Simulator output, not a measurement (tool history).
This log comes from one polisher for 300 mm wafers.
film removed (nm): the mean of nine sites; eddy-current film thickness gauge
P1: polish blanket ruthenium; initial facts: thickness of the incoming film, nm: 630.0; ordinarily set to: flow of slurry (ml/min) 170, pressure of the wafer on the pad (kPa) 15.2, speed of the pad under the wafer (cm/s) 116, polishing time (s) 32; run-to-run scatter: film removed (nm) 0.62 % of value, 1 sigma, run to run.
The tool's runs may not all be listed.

run,hour,flow of slurry (ml/min),pressure of the wafer on the pad (kPa),speed of the pad under the wafer (cm/s),polishing time (s),wafers polished on this pad,hours since the slurry nozzle was cleaned,hours since the head pressure was calibrated,film removed (nm)
1,15.2,170,15.2,116,32,776,172.7,430.8,39.737
2,28.1,170,15.2,116,32,881,185.6,443.7,39.164
3,43.0,100,15.2,116,32,1003,200.5,458.6,35.480
4,59.4,170,15.2,116,23,1137,216.9,475.0,28.246
5,76.0,170,15.2,116,32,1272,233.5,491.6,39.587
6,90.3,170,15.2,116,32,1389,247.8,505.9,39.198
7,103.0,170,6.9,116,32,1493,260.5,518.6,17.909
8,114.6,170,24.1,116,32,1587,272.1,530.2,62.096
9,129.5,170,15.2,174,32,1709,287.0,545.1,58.987
10,140.0,170,15.2,52,32,1795,297.5,555.6,17.668
11,149.1,170,15.2,116,32,1869,306.6,564.7,39.240
12,162.3,170,15.2,116,32,1977,319.8,577.9,39.439
13,174.6,215,6.9,116,32,2077,332.1,590.2,18.531
14,189.2,170,15.2,116,50,2197,346.7,604.8,61.285
15,197.9,240,15.2,116,32,2268,355.4,613.5,41.280
16,212.6,170,15.2,116,32,2388,370.1,628.2,39.474
17,230.2,170,15.2,116,32,2531,387.7,645.8,37.977
18,246.1,170,15.2,116,32,2661,403.6,661.7,37.300
19,259.8,170,15.2,116,32,2773,417.3,675.4,36.861
20,271.4,170,15.2,116,32,2868,428.9,687.0,36.762
# hour 282.4: head pressure recalibrated
21,287.6,170,15.2,116,32,3000,445.1,5.3,36.187
22,305.6,170,15.2,116,32,3147,463.1,23.3,35.816

Run 23 has not been measured yet. What should we expect?
23,314.9,170,15.2,116,32,3223,472.4,32.6,?

Run 23 came out at film removed (nm) 36.128.
